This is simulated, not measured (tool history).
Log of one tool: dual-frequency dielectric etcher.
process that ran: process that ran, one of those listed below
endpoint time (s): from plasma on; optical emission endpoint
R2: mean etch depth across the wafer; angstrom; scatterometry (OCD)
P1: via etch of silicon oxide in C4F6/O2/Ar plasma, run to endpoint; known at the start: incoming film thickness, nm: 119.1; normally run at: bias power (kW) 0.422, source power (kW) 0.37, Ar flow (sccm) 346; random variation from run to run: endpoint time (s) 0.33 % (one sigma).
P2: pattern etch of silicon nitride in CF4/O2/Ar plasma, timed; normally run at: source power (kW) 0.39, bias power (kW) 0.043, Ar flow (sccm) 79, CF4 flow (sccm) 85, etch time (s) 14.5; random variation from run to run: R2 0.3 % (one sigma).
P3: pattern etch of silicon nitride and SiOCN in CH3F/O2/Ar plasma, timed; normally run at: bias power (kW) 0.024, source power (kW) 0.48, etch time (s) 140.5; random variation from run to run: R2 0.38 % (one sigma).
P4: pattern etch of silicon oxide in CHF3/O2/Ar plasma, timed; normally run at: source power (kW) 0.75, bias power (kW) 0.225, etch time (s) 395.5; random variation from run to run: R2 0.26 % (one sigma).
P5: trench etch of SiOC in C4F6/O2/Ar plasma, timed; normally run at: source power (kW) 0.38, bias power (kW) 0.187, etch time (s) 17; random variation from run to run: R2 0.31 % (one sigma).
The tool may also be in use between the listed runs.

Run 1, day 0.212: process that ran P1, bias power (kW) 0.422, source power (kW) 0.37, Ar flow (sccm) 346. Result: endpoint time (s) 29.386.
Run 2, day 0.475: process that ran P3, bias power (kW) 0.024, source power (kW) 0.48, etch time (s) 140.5. Result: R2 211.43 angstrom.
Run 3, day 0.746: process that ran P1, bias power (kW) 0.35, source power (kW) 0.45, Ar flow (sccm) 346. Result: endpoint time (s) 29.071.
Run 4, day 1.029: process that ran P2, bias power (kW) 0.043, source power (kW) 0.39, Ar flow (sccm) 79, etch time (s) 14.5, CF4 flow (sccm) 105. Result: R2 227.45 angstrom.
Run 5, day 1.283: process that ran P5, bias power (kW) 0.117, source power (kW) 0.38, etch time (s) 17. Result: R2 296.33 angstrom.
Run 6, day 1.583: process that ran P3, bias power (kW) 0.034, source power (kW) 0.48, etch time (s) 140.5. Result: R2 246.87 angstrom.
Run 7, day 1.842: process that ran P5, bias power (kW) 0.187, source power (kW) 0.38, etch time (s) 23.5. Result: R2 472.95 angstrom.
Run 8, day 2.067: process that ran P3, bias power (kW) 0.024, source power (kW) 0.48, etch time (s) 193.5. Result: R2 291.23 angstrom.
Run 9, day 2.279: process that ran P5, bias power (kW) 0.187, source power (kW) 0.38, etch time (s) 17. Result: R2 341.31 angstrom.
Run 10, day 2.417: process that ran P2, bias power (kW) 0.043, source power (kW) 0.39, Ar flow (sccm) 79, etch time (s) 8, CF4 flow (sccm) 85. Result: R2 122.2 angstrom.
Run 11, day 2.588: process that ran P1, bias power (kW) 0.422, source power (kW) 0.26, Ar flow (sccm) 346. Result: endpoint time (s) 33.282.
Run 12, day 2.804: process that ran P4, bias power (kW) 0.225, source power (kW) 0.5, etch time (s) 395.5. Result: R2 7932 angstrom.
At day 2.992: source power generator calibrated.
Run 13, day 2.992: process that ran P1, bias power (kW) 0.276, source power (kW) 0.37, Ar flow (sccm) 346. Result: endpoint time (s) 34.093.
Run 14, day 3.208: process that ran P2, bias power (kW) 0.043, source power (kW) 0.39, Ar flow (sccm) 79, etch time (s) 14.5, CF4 flow (sccm) 85. Result: R2 220.34 angstrom.
Run 15, day 3.396: process that ran P2, bias power (kW) 0.043, source power (kW) 0.39, Ar flow (sccm) 108, etch time (s) 14.5, CF4 flow (sccm) 85. Result: R2 211.83 angstrom.
Run 16, day 3.7: process that ran P1, bias power (kW) 0.422, source power (kW) 0.3, Ar flow (sccm) 217. Result: endpoint time (s) 29.82.
Run 17, day 3.938: process that ran P1, bias power (kW) 0.422, source power (kW) 0.37, Ar flow (sccm) 346. Result: endpoint time (s) 29.248.
Run 18, day 4.129: process that ran P2, bias power (kW) 0.043, source power (kW) 0.29, Ar flow (sccm) 79, etch time (s) 14.5, CF4 flow (sccm) 85. Result: R2 171.64 angstrom.
Run 19, day 4.342: process that ran P5, bias power (kW) 0.187, source power (kW) 0.52, etch time (s) 17. Result: R2 385.63 angstrom.
Run 20, day 4.521: process that ran P1, bias power (kW) 0.422, source power (kW) 0.37, Ar flow (sccm) 346. Result: endpoint time (s) 29.194.
Run 21, day 4.796: process that ran P4, bias power (kW) 0.182, source power (kW) 0.75, etch time (s) 395.5. Result: R2 8592 angstrom.
Run 22, day 5.092: process that ran P1, bias power (kW) 0.527, source power (kW) 0.37, Ar flow (sccm) 284. Result: endpoint time (s) 26.21.
Run 23, day 5.238: process that ran P4, bias power (kW) 0.225, source power (kW) 0.75, etch time (s) 395.5. Result: R2 9261.7 angstrom.
Run 24, day 5.425: process that ran P2, bias power (kW) 0.026, source power (kW) 0.39, Ar flow (sccm) 79, etch time (s) 14.5, CF4 flow (sccm) 85. Result: R2 186.52 angstrom.

Forecast run 25:
Run 25, day 5.662: process that ran P1, bias power (kW) 0.578, source power (kW) 0.37, Ar flow (sccm) 346. Result: endpoint time (s) ?.

{"run 25": {"endpoint time (s)": 25.942}}

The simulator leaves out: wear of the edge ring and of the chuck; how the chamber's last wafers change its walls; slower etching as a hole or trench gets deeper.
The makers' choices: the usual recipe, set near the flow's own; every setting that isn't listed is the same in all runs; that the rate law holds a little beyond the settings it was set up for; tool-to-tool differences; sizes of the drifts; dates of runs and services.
